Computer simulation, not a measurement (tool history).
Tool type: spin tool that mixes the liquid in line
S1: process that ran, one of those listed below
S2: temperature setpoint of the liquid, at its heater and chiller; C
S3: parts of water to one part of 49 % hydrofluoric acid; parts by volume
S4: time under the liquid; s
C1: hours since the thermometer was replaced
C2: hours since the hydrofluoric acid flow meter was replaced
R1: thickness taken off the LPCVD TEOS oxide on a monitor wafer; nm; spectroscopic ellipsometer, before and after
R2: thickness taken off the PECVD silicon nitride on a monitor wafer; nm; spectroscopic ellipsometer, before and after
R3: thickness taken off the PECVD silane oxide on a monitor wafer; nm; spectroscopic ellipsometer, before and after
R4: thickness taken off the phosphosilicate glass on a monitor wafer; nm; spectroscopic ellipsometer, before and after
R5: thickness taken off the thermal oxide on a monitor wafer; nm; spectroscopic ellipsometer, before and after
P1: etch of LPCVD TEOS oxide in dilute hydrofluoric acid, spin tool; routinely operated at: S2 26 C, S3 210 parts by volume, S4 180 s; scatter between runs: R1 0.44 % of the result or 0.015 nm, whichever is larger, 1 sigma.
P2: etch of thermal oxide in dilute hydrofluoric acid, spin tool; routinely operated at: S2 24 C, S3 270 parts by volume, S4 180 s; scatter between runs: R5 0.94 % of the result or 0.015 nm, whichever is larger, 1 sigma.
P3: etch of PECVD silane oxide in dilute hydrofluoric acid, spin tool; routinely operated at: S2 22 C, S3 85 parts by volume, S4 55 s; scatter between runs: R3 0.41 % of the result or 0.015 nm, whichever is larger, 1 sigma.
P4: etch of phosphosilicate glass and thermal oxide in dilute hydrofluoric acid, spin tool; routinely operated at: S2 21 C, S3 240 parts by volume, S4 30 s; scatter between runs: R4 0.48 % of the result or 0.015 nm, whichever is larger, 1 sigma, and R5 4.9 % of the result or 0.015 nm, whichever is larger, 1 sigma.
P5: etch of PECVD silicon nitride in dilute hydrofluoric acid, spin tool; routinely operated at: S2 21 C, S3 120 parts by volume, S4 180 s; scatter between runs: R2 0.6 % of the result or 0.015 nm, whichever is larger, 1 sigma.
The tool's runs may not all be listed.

run	hour	S1	S2	S3	S4	C1	C2	R1	R2	R3	R4	R5
1	16	P1	26	210	180	470.6	1089.6	25.487				
2	32.7	P1	32.5	210	180	487.3	1106.3	31.675				
3	41	P5	21	120	310	495.6	1114.6		6.169			
4	58.8	P3	22	45	55	513.4	1132.4			26.384		
5	69.3	P1	26	210	80	523.9	1142.9	11.329				
6	86.9	P4	21	425	30	541.5	1160.5				3.4846	0.19607
7	95.4	P3	26.5	85	55	550	1169			15.751		
8	113.1	P3	22	85	55	567.7	1186.7			13.229		
9	127.1	P2	24	270	290	581.7	1200.7					4.0715
10	142	P1	26	210	180	596.6	1215.6	25.515				
11	154.4	P4	21	240	30	609	1228				7.3166	0.53132
12	173.3	P1	19	295	180	627.9	1246.9	12.92				
13	181.6	P2	24	270	180	636.2	1255.2					2.5756
14	199.9	P2	24	465	180	654.5	1273.5					1.2494
15	215.7	P2	24	270	180	670.3	1289.3					2.5659
16	234.7	P1	26	365	180	689.3	1308.3	12.445				
17	243.8	P3	22	85	15	698.4	1317.4			3.578		
18	259.3	P1	26	120	80	713.9	1332.9	22.041				
19	268.5	P2	18	270	180	723.1	1342.1					2.0573
20	286.4	P5	21	120	180	741	1360		3.5662			
21	295.4	P4	27.5	240	30	750	1369				9.1749	0.56156
22	305.1	P4	21	240	30	759.7	1378.7				7.2236	0.41642
23	322.4	P1	26	210	180	777	1396	25.563				
24	338.8	P4	21	240	15	793.4	1412.4				3.6469	0.22459
25	353.7	P1	19	85	180	808.3	1427.3	55.023				
26	366.6	P1	26	60	180	821.2	1440.2	107.47				
27	385.3	P1	26	210	180	839.9	1458.9	25.592				
28	403.7	P5	21	200	180	858.3	1477.3		2.1926			
29	417.1	P5	28.5	120	180	871.7	1490.7		5.8241			
30	425.9	P1	26	210	180	880.5	1499.5	25.407				
31	437.2	P1	21	210	180	891.8	1510.8	21.108				
32	454.4	P1	26	210	275	909	1528	38.765				
33	463	P1	26	210	180	917.6	1536.6	25.628				
34	481.2	P5	21	120	180	935.8	1554.8		3.5957			
35	496.3	P1	26	210	180	950.9	1569.9	25.491				
36	513.7	P1	26	210	180	968.3	1587.3	25.833				
37	526.9	P1	26	210	180	981.5	1600.5	25.918				
38	541.1	P1	26	210	180	995.7	1614.7	26.515				
39	553.4	P1	26	210	180	1008	1627	26.577				
40	571.7	P1	26	210	180	1026.3	1645.3	26.482				
41	588.2	P1	26	210	180	1042.8	1661.8	26.674				
42	603.6	P1	26	210	180	1058.2	1677.2	26.595				
43	621.9	P1	26	210	180	1076.5	1695.5	26.947				

What P1 gives has crept off from where it sat before. The 2 causes that follow fit the log equally well, each at the size noted:
A: liquid hotter than its thermometer reads (K) = 1.44
B: hydrofluoric acid flow above the setpoint (%) = 4.23
The onset of the drift is placed at about hour 496.3.

Each of the 4 check runs below uses one wafer; its results are left as question marks. Which run tells the causes apart?
check 1	640.2	P3	22	85	15					?		
check 2	640.2	P4	21	395	30						?	?
check 3	640.2	P2	24	420	180							?
check 4	640.2	P5	28	120	180				?			

What each check would give under each cause:
check	result	if A	if B
check 1	R3	3.8278	3.7793
check 2	R4	4.023	4.0478
check 2	R5	0.25176	0.25331
check 3	R5	1.5013	1.5167
check 4	R2	6.1835	5.8884
Per-check spread between the two closest causes, in the result where they differ most: check 1 1.28 %; check 2 0.62 %; check 3 1.02 %; check 4 4.89 %
The other checks would show nearly matching results whichever cause is true, so check 4 is the only one that separates the causes.

Running check 4 produced the following: R2 6.2295 nm. Which one of the listed causes fits?

The cause is A: liquid hotter than its thermometer reads (K).
